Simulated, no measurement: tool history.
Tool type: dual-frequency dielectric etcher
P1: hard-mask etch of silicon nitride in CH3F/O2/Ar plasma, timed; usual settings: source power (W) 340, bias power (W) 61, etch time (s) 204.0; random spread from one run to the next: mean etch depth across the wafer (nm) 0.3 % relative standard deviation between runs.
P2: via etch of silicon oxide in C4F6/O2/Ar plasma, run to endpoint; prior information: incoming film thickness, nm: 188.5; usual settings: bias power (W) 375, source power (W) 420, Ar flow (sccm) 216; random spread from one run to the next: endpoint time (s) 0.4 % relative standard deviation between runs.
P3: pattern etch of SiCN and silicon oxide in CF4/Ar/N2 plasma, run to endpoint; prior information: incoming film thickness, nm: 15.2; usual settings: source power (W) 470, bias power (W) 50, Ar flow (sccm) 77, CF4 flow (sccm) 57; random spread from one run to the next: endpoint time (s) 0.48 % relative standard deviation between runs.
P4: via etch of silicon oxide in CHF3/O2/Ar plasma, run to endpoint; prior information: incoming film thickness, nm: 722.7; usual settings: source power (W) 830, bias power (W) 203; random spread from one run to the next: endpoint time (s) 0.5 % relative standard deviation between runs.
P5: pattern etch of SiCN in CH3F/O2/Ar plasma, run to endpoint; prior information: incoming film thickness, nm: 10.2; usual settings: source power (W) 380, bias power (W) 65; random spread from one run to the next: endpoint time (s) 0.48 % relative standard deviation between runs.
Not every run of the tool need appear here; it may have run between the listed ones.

run	hour	process that ran	source power (W)	bias power (W)	etch time (s)	Ar flow (sccm)	CF4 flow (sccm)	hours since the last wet clean	hours since the last source power generator calibration	hours since the last bias power generator calibration	mean etch depth across the wafer (nm)	endpoint time (s)
1	3.7	P1	340	61	204.0			303.4	1674.8	2490.9	127.75	
2	7.0	P5	380	65				306.7	1678.1	2494.2		28.638
3	9.6	P1	340	78	204.0			309.3	1680.7	2496.8	138.73	
4	13.7	P5	380	48				313.4	1684.8	2500.9		31.265
5	17.9	P2	420	375		216		317.6	1689.0	2505.1		43.765
6	21.7	P5	260	65				321.4	1692.8	2508.9		32.792
# hour 25.4: bias power generator calibrated
7	26.0	P4	1060	203				325.7	1697.1	0.6		284.960
8	29.3	P2	420	375		216		329.0	1700.4	3.9		43.627
9	32.6	P2	270	375		216		332.3	1703.7	7.2		51.576
10	36.9	P3	470	50		77	79	336.6	1708.0	11.5		18.524
11	42.0	P1	340	61	204.0			341.7	1713.1	16.6	127.46	
12	47.4	P3	590	50		77	57	347.1	1718.5	22.0		15.912
13	50.7	P1	340	61	287.5			350.4	1721.8	25.3	179.02	
14	55.6	P2	420	519		216		355.3	1726.7	30.2		38.758
15	61.1	P1	340	61	204.0			360.8	1732.2	35.7	126.81	
16	64.2	P3	470	50		77	57	363.9	1735.3	38.8		19.488
17	69.3	P2	420	375		157		369.0	1740.4	43.9		42.238
18	71.9	P1	340	61	158.5			371.6	1743.0	46.5	98.87	
19	76.0	P3	470	50		95	57	375.7	1747.1	50.6		20.241
20	80.3	P3	470	50		77	57	380.0	1751.4	54.9		19.672
21	83.4	P4	830	203				383.1	1754.5	58.0		313.620
22	87.0	P1	340	61	204.0			386.7	1758.1	61.6	127.37	
23	91.2	P1	220	61	204.0			390.9	1762.3	65.8	107.63	
24	94.8	P1	240	76	204.0			394.5	1765.9	69.4	119.92	
25	98.0	P3	470	70		77	57	397.7	1769.1	72.6		17.525
26	102.1	P4	830	255				401.8	1773.2	76.7		291.230
27	107.7	P1	340	47	204.0			407.4	1778.8	82.3	116.93	
28	111.7	P1	420	61	204.0			411.4	1782.8	86.3	138.25	
29	115.5	P1	340	61	204.0			415.2	1786.6	90.1	127.41	
30	120.4	P1	340	61	204.0			420.1	1791.5	95.0	127.00	
31	124.4	P1	340	61	204.0			424.1	1795.5	99.0	126.44	
32	127.3	P1	340	61	204.0			427.0	1798.4	101.9	124.81	
33	132.9	P1	340	61	204.0			432.6	1804.0	107.5	125.89	
# hour 135.7: wet clean of the chamber
34	138.0	P1	340	61	204.0			2.3	1809.1	112.6	124.85	
35	141.2	P1	340	61	204.0			5.5	1812.3	115.8	125.53	
36	146.3	P1	340	61	204.0			10.6	1817.4	120.9	125.31	

Compared with where it was, what P1 gives has crept away. Each cause listed below fits the log as well as the rest, at the size given for it:
A: bias power that arrives under what is set, % = 4.42
B: source power that arrives under what is set, % = 3.86
Onset of the creep was near hour 120.4.
Every other cause this tool's parts could produce, and why it does not fit the log:
chamber walls in a state that lowers the etch rate, %: serviced at hour 135.7, after the drift had started, without restoring the earlier output

The 4 check runs listed below each average the results of 3 wafers, and their outcomes are marked with question marks. Under which run would the listed causes produce clearly different results?
check 1	151.4	P2	420	375		216						?
check 2	151.4	P5	380	65								?
check 3	151.4	P4	830	203								?
check 4	151.4	P3	470	50		77	57					?

Expected result of each check under each candidate cause:
check	result	if A	if B
check 1	endpoint time (s)	44.492	44.432
check 2	endpoint time (s)	28.882	28.861
check 3	endpoint time (s)	318.500	318.470
check 4	endpoint time (s)	19.707	20.134
Gap, in per cent, between the two causes that each check separates least, read from the result that separates them most: check 1 0.14 %; check 2 0.07 %; check 3 0.01 %; check 4 2.14 %
The causes can be told apart only by check 4. The other checks would give nearly the same results under each of them.

Check 4 was carried out, with these results: endpoint time (s) 19.645. Which of the listed causes is responsible?

Of the candidate causes, it is A: bias power that arrives under what is set, %.

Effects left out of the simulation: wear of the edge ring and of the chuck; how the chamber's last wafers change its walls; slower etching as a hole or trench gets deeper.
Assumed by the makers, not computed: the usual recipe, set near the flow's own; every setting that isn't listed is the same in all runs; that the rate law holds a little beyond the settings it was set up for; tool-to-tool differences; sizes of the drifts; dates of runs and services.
